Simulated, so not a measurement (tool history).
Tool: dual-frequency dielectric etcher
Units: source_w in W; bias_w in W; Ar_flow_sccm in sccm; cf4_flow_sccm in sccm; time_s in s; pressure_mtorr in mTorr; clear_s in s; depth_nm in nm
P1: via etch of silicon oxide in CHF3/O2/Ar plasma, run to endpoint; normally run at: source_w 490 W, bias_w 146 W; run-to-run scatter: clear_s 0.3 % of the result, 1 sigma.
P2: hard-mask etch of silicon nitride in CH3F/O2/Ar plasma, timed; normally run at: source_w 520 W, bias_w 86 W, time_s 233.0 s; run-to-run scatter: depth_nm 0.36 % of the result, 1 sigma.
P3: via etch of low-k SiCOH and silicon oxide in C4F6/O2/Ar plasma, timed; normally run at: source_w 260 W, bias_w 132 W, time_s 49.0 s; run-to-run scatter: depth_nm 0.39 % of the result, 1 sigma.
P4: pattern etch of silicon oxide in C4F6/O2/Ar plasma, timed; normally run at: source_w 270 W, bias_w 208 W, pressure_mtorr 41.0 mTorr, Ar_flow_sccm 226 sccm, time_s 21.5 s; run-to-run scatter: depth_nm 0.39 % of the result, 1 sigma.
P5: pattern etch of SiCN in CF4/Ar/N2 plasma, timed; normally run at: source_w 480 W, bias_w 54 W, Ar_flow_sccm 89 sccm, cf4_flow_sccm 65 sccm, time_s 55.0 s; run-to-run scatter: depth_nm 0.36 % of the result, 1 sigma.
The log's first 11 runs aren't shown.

| run | day | process | source_w | bias_w | Ar_flow_sccm | cf4_flow_sccm | time_s | pressure_mtorr | hours since the last wet clean | hours since the last source power generator calibration | hours since the last bias power generator calibration | clear_s | depth_nm |
|---|---|---|---|---|---|---|---|---|---|---|---|---|---|
| 12 | 3.771 | P1 | 490 | 197 |  |  |  |  | 199.8 | 1793.6 | 613.9 | 292.38 |  |
|  | 3.946 | bias power generator calibrated |
| 13 | 4.054 | P4 | 350 | 208 | 226 |  | 21.5 | 41.0 | 206.6 | 1800.4 | 2.7 |  | 66.374 |
| 14 | 4.312 | P1 | 490 | 146 |  |  |  |  | 212.8 | 1806.6 | 8.9 | 322.99 |  |
| 15 | 4.533 | P2 | 520 | 86 |  |  | 300.5 |  | 218.1 | 1811.9 | 14.2 |  | 246.530 |
| 16 | 4.708 | P1 | 600 | 93 |  |  |  |  | 222.3 | 1816.1 | 18.4 | 341.84 |  |
| 17 | 4.917 | P3 | 260 | 132 |  |  | 35.0 |  | 227.3 | 1821.1 | 23.4 |  | 73.780 |
| 18 | 5.217 | P4 | 270 | 208 | 226 |  | 21.5 | 32.5 | 234.5 | 1828.3 | 30.6 |  | 61.303 |
| 19 | 5.512 | P1 | 490 | 91 |  |  |  |  | 241.6 | 1835.4 | 37.7 | 372.85 |  |
| 20 | 5.842 | P1 | 490 | 146 |  |  |  |  | 249.5 | 1843.3 | 45.6 | 322.64 |  |
| 21 | 6.142 | P4 | 270 | 208 | 226 |  | 28.0 | 41.0 | 256.7 | 1850.5 | 52.8 |  | 77.937 |
| 22 | 6.429 | P5 | 480 | 54 | 89 | 65 | 55.0 |  | 263.6 | 1857.4 | 59.7 |  | 44.473 |
| 23 | 6.617 | P3 | 260 | 132 |  |  | 49.0 |  | 268.1 | 1861.9 | 64.2 |  | 102.400 |
| 24 | 6.875 | P3 | 260 | 132 |  |  | 49.0 |  | 274.3 | 1868.1 | 70.4 |  | 103.130 |
| 25 | 7.233 | P4 | 270 | 156 | 226 |  | 21.5 | 41.0 | 282.9 | 1876.7 | 79.0 |  | 54.466 |
| 26 | 7.433 | P2 | 520 | 122 |  |  | 233.0 |  | 287.7 | 1881.5 | 83.8 |  | 217.050 |
| 27 | 7.692 | P4 | 270 | 208 | 152 |  | 21.5 | 41.0 | 293.9 | 1887.7 | 90.0 |  | 62.309 |
| 28 | 7.938 | P1 | 490 | 146 |  |  |  |  | 299.8 | 1893.6 | 95.9 | 320.39 |  |
| 29 | 8.204 | P5 | 480 | 54 | 125 | 65 | 55.0 |  | 306.2 | 1900.0 | 102.3 |  | 42.037 |
| 30 | 8.375 | P3 | 260 | 84 |  |  | 49.0 |  | 310.3 | 1904.1 | 106.4 |  | 90.483 |
| 31 | 8.671 | P5 | 620 | 54 | 89 | 65 | 55.0 |  | 317.4 | 1911.2 | 113.5 |  | 55.883 |
| 32 | 8.971 | P5 | 480 | 54 | 89 | 90 | 55.0 |  | 324.6 | 1918.4 | 120.7 |  | 47.034 |
| 33 | 9.271 | P1 | 490 | 146 |  |  |  |  | 331.8 | 1925.6 | 127.9 | 321.37 |  |
| 34 | 9.596 | P1 | 490 | 146 |  |  |  |  | 339.6 | 1933.4 | 135.7 | 319.22 |  |
| 35 | 9.962 | P1 | 490 | 146 |  |  |  |  | 348.4 | 1942.2 | 144.5 | 318.88 |  |
| 36 | 10.158 | P1 | 490 | 146 |  |  |  |  | 353.1 | 1946.9 | 149.2 | 318.25 |  |

The next listed run, before its measurement:
|  | 10.296 | wet clean of the chamber |
| 37 | 10.521 | P1 | 490 | 146 |  |  |  |  | 5.5 | 1955.6 | 157.9 | ? |  |

Run 37 gave clear_s 317.65 s.

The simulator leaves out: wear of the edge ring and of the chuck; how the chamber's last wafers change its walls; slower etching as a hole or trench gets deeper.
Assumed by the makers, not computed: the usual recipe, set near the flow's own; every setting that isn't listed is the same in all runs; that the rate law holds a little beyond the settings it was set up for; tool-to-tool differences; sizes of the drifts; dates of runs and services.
